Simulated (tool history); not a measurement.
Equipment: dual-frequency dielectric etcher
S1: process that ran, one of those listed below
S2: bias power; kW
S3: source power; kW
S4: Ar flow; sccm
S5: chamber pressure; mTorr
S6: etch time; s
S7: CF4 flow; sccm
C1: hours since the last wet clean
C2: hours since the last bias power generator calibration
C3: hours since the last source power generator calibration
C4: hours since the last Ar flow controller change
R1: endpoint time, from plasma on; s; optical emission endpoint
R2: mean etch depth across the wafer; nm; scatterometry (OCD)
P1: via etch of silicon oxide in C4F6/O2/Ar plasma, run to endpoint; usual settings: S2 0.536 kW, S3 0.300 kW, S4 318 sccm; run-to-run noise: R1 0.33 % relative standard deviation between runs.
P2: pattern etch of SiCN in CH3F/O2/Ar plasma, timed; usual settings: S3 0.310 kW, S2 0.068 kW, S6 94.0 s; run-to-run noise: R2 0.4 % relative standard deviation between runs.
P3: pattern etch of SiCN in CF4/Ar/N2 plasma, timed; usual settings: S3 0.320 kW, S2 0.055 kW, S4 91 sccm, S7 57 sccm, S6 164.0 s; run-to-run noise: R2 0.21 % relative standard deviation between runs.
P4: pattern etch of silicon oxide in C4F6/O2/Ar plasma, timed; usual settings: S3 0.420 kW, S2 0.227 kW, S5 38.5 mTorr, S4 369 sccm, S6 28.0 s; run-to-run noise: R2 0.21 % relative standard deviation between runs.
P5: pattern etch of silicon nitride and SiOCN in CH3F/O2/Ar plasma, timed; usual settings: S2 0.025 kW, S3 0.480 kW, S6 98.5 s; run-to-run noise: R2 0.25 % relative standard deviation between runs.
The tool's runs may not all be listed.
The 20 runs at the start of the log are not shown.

| run | hour | S1 | S2 | S3 | S4 | S5 | S6 | S7 | C1 | C2 | C3 | C4 | R1 | R2 |
|---|---|---|---|---|---|---|---|---|---|---|---|---|---|---|
| 21 | 239.8 | P1 | 0.536 | 0.300 | 318 |  |  |  | 649.5 | 2716.1 | 1501.0 | 1101.4 | 21.337 |  |
| 22 | 248.0 | P3 | 0.055 | 0.320 | 91 |  | 164.0 | 37 | 657.7 | 2724.3 | 1509.2 | 1109.6 |  | 87.976 |
| 23 | 256.9 | P5 | 0.025 | 0.480 |  |  | 98.5 |  | 666.6 | 2733.2 | 1518.1 | 1118.5 |  | 14.886 |
| 24 | 263.9 | P1 | 0.536 | 0.300 | 386 |  |  |  | 673.6 | 2740.2 | 1525.1 | 1125.5 | 21.831 |  |
|  | 272.1 | bias power generator calibrated |
| 25 | 274.0 | P2 | 0.086 | 0.310 |  |  | 94.0 |  | 683.7 | 1.9 | 1535.2 | 1135.6 |  | 33.903 |
| 26 | 287.4 | P1 | 0.536 | 0.300 | 318 |  |  |  | 697.1 | 15.3 | 1548.6 | 1149.0 | 21.416 |  |
| 27 | 302.2 | P3 | 0.055 | 0.400 | 91 |  | 164.0 | 57 | 711.9 | 30.1 | 1563.4 | 1163.8 |  | 115.030 |
| 28 | 311.7 | P1 | 0.536 | 0.300 | 243 |  |  |  | 721.4 | 39.6 | 1572.9 | 1173.3 | 20.870 |  |
| 29 | 326.3 | P3 | 0.074 | 0.320 | 91 |  | 164.0 | 57 | 736.0 | 54.2 | 1587.5 | 1187.9 |  | 105.030 |
| 30 | 339.4 | P4 | 0.150 | 0.420 | 369 | 38.5 | 28.0 |  | 749.1 | 67.3 | 1600.6 | 1201.0 |  | 82.939 |
| 31 | 352.0 | P1 | 0.536 | 0.300 | 318 |  |  |  | 761.7 | 79.9 | 1613.2 | 1213.6 | 21.435 |  |
| 32 | 365.7 | P2 | 0.068 | 0.310 |  |  | 94.0 |  | 775.4 | 93.6 | 1626.9 | 1227.3 |  | 31.130 |
| 33 | 376.7 | P1 | 0.707 | 0.300 | 220 |  |  |  | 786.4 | 104.6 | 1637.9 | 1238.3 | 18.370 |  |
| 34 | 388.0 | P4 | 0.227 | 0.520 | 369 | 38.5 | 28.0 |  | 797.7 | 115.9 | 1649.2 | 1249.6 |  | 102.260 |
| 35 | 399.0 | P5 | 0.025 | 0.590 |  |  | 98.5 |  | 808.7 | 126.9 | 1660.2 | 1260.6 |  | 15.970 |
| 36 | 407.9 | P1 | 0.536 | 0.300 | 318 |  |  |  | 817.6 | 135.8 | 1669.1 | 1269.5 | 21.317 |  |

Estimate the outcome of run 37 from the log above:
| 37 | 418.2 | P1 | 0.536 | 0.300 | 318 |  |  |  | 827.9 | 146.1 | 1679.4 | 1279.8 | ? |  |

{"run 37": {"R1": 21.261}}
